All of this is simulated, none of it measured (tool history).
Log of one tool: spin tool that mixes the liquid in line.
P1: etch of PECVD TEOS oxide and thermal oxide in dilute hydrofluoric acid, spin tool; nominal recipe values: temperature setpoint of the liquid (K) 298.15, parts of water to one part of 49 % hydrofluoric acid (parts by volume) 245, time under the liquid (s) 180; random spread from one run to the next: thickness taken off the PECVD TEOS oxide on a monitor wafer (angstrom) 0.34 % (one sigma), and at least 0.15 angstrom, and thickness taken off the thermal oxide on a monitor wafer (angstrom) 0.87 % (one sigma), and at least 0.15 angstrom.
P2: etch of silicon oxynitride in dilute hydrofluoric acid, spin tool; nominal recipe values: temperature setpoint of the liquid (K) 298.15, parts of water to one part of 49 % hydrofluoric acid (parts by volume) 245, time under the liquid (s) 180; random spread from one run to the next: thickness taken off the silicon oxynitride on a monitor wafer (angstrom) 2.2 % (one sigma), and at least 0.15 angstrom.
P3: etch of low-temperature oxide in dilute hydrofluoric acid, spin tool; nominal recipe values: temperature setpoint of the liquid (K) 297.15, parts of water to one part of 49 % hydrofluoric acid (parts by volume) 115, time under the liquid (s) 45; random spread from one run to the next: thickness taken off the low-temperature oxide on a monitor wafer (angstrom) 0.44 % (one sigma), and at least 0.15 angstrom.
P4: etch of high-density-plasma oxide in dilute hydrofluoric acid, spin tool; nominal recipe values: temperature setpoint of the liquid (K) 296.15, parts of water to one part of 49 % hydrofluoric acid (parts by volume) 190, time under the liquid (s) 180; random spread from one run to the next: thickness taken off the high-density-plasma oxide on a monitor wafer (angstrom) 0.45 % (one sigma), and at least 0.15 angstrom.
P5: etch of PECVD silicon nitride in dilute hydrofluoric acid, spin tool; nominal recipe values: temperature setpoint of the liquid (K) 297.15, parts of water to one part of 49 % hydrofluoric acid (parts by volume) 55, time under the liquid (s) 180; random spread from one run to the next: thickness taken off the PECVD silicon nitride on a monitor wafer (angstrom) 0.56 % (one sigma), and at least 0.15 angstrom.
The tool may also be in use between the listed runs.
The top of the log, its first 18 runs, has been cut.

run	hour	process that ran	temperature setpoint of the liquid (K)	parts of water to one part of 49 % hydrofluoric acid (parts by volume)	time under the liquid (s)	hours since the thermometer was replaced	hours since the hydrofluoric acid flow meter was replaced	thickness taken off the PECVD TEOS oxide on a monitor wafer (angstrom)	thickness taken off the thermal oxide on a monitor wafer (angstrom)	thickness taken off the low-temperature oxide on a monitor wafer (angstrom)	thickness taken off the silicon oxynitride on a monitor wafer (angstrom)	thickness taken off the high-density-plasma oxide on a monitor wafer (angstrom)	thickness taken off the PECVD silicon nitride on a monitor wafer (angstrom)
19	116.7	P1	298.15	325	100	509	86.8	57.704	11.496				
20	121.7	P2	298.15	245	180	514	91.8				11.185		
21	128.1	P1	291.65	245	180	520.4	98.2	116.86	23.245				
22	132.4	P1	298.15	245	180	524.7	102.5	147.85	29.62				
23	137	P1	298.15	245	260	529.3	107.1	214.43	42.744				
24	144.4	P4	296.15	190	180	536.7	114.5					51.583	
25	149	P4	296.15	340	180	541.3	119.1					24.858	
26	155.5	P4	290.15	190	180	547.8	125.6					40.728	
27	159.4	P1	298.15	245	180	551.7	129.5	149.33	29.604				

Forecast run 28:
28	164.7	P2	298.15	245	60	557	134.8				?		

Run 28 yielded thickness taken off the silicon oxynitride on a monitor wafer (angstrom) 3.8073.

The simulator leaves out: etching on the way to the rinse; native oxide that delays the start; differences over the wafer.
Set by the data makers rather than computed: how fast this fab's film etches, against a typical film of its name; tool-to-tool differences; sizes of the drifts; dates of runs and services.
